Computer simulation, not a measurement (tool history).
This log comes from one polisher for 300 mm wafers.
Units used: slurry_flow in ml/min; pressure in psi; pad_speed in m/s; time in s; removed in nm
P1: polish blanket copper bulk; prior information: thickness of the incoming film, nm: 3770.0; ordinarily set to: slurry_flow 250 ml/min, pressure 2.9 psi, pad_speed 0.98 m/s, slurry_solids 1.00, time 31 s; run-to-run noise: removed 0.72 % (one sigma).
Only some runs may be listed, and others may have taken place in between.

run,hour,slurry_flow,pressure,pad_speed,slurry_solids,time,removed
1,4.9,250,2.9,0.98,1.00,31,271.54
2,9.6,250,2.9,0.98,1.00,45,391.60
3,14.2,250,2.9,0.98,1.00,31,272.29
4,20.4,250,2.9,0.98,0.55,31,238.76
5,26.6,250,2.9,1.44,1.00,31,400.01
# hour 29.1: slurry blender recalibrated
6,31.6,250,2.9,0.98,1.00,14,122.36
7,36.6,180,2.9,0.98,1.00,17,141.76
8,41.3,250,2.9,1.48,0.80,31,393.34
9,45.6,250,1.4,0.98,1.00,31,129.82
10,51.7,250,2.9,0.98,1.00,31,269.08
11,56.0,250,2.9,0.98,1.25,31,282.58
12,62.1,345,2.9,0.98,1.00,31,280.05
13,66.8,150,2.9,0.98,1.00,31,250.94
14,70.2,250,2.9,0.98,1.00,31,270.66
15,76.3,250,2.9,0.50,1.00,31,137.64
16,79.6,250,4.4,0.98,1.00,31,411.11
17,82.8,250,2.9,0.98,1.00,31,272.90
18,86.7,250,2.9,0.98,1.00,31,268.07
19,91.4,250,2.9,0.98,1.00,31,260.91
20,94.2,250,2.9,0.98,1.00,31,261.06

Predict the results of run 21:
# hour 95.0: slurry blender recalibrated
# hour 95.5: worn pad replaced by a new one
21,99.3,250,2.9,0.98,1.00,31,?

removed: 256.26 nm

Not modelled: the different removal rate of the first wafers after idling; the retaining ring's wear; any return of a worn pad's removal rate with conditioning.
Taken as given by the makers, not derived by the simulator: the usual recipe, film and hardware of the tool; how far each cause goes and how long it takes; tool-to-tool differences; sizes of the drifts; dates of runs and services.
